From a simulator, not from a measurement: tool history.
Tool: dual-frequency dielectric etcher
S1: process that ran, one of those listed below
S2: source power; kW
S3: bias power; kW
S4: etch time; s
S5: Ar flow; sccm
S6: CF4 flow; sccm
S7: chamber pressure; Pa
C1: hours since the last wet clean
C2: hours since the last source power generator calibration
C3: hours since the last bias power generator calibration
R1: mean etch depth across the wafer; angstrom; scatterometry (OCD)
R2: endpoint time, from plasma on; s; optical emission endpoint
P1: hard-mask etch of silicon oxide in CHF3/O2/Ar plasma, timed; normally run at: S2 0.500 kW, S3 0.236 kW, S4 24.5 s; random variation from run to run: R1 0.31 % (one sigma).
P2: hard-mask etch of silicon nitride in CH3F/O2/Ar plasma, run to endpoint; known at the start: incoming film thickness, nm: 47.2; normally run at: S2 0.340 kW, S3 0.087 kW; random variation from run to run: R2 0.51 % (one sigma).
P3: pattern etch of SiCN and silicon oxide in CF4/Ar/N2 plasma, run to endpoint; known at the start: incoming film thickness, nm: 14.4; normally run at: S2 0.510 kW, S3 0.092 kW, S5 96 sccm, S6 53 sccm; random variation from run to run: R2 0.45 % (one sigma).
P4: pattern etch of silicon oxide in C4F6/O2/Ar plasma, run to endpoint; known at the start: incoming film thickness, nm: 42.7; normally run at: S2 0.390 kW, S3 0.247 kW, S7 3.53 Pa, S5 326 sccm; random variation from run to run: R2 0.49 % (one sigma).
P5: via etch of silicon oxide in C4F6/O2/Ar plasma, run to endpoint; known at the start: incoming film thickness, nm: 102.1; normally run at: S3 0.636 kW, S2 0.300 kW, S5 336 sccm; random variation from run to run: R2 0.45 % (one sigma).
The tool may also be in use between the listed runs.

| run | hour | S1 | S2 | S3 | S4 | S5 | S6 | S7 | C1 | C2 | C3 | R1 | R2 |
|---|---|---|---|---|---|---|---|---|---|---|---|---|---|
| 1 | 3.3 | P1 | 0.500 | 0.236 | 24.5 |  |  |  | 208.3 | 700.1 | 402.3 | 513.27 |  |
| 2 | 6.4 | P1 | 0.500 | 0.236 | 24.5 |  |  |  | 211.4 | 703.2 | 405.4 | 513.97 |  |
| 3 | 10.0 | P1 | 0.500 | 0.236 | 24.5 |  |  |  | 215.0 | 706.8 | 409.0 | 511.31 |  |
| 4 | 14.9 | P3 | 0.510 | 0.092 |  | 78 | 53 |  | 219.9 | 711.7 | 413.9 |  | 13.385 |
| 5 | 21.4 | P1 | 0.610 | 0.236 | 24.5 |  |  |  | 226.4 | 718.2 | 420.4 | 550.18 |  |
| 6 | 25.4 | P4 | 0.470 | 0.247 |  | 326 |  | 3.53 | 230.4 | 722.2 | 424.4 |  | 11.378 |
| 7 | 30.6 | P1 | 0.500 | 0.167 | 24.5 |  |  |  | 235.6 | 727.4 | 429.6 | 456.10 |  |
| 8 | 37.3 | P3 | 0.510 | 0.054 |  | 96 | 53 |  | 242.3 | 734.1 | 436.3 |  | 16.471 |
| 9 | 43.9 | P5 | 0.240 | 0.636 |  | 336 |  |  | 248.9 | 740.7 | 442.9 |  | 25.344 |
| 10 | 49.4 | P1 | 0.500 | 0.236 | 16.0 |  |  |  | 254.4 | 746.2 | 448.4 | 334.52 |  |
| 11 | 55.2 | P1 | 0.500 | 0.157 | 34.0 |  |  |  | 260.2 | 752.0 | 454.2 | 620.36 |  |
| 12 | 60.0 | P1 | 0.500 | 0.169 | 31.0 |  |  |  | 265.0 | 756.8 | 459.0 | 577.38 |  |
| 13 | 63.6 | P1 | 0.500 | 0.236 | 31.0 |  |  |  | 268.6 | 760.4 | 462.6 | 645.07 |  |
| 14 | 69.5 | P5 | 0.300 | 0.636 |  | 336 |  |  | 274.5 | 766.3 | 468.5 |  | 23.486 |
| 15 | 73.6 | P1 | 0.500 | 0.326 | 24.5 |  |  |  | 278.6 | 770.4 | 472.6 | 578.36 |  |
| 16 | 78.9 | P3 | 0.510 | 0.092 |  | 96 | 70 |  | 283.9 | 775.7 | 477.9 |  | 13.279 |
| 17 | 82.7 | P2 | 0.470 | 0.087 |  |  |  |  | 287.7 | 779.5 | 481.7 |  | 60.677 |
| 18 | 88.3 | P1 | 0.500 | 0.236 | 24.5 |  |  |  | 293.3 | 785.1 | 487.3 | 510.00 |  |
| 19 | 92.4 | P4 | 0.390 | 0.157 |  | 326 |  | 3.53 | 297.4 | 789.2 | 491.4 |  | 14.139 |
| 20 | 98.7 | P4 | 0.390 | 0.247 |  | 195 |  | 3.53 | 303.7 | 795.5 | 497.7 |  | 11.633 |
| 21 | 102.0 | P1 | 0.500 | 0.236 | 24.5 |  |  |  | 307.0 | 798.8 | 501.0 | 512.43 |  |
| 22 | 107.2 | P3 | 0.510 | 0.092 |  | 96 | 53 |  | 312.2 | 804.0 | 506.2 |  | 13.795 |
| 23 | 110.5 | P3 | 0.510 | 0.092 |  | 96 | 53 |  | 315.5 | 807.3 | 509.5 |  | 13.818 |
| 24 | 115.9 | P3 | 0.620 | 0.092 |  | 96 | 53 |  | 320.9 | 812.7 | 514.9 |  | 11.557 |

Forecast run 25:
| 25 | 121.8 | P2 | 0.340 | 0.087 |  |  |  |  | 326.8 | 818.6 | 520.8 |  | ? |

{"run 25": {"R2": 68.773}}
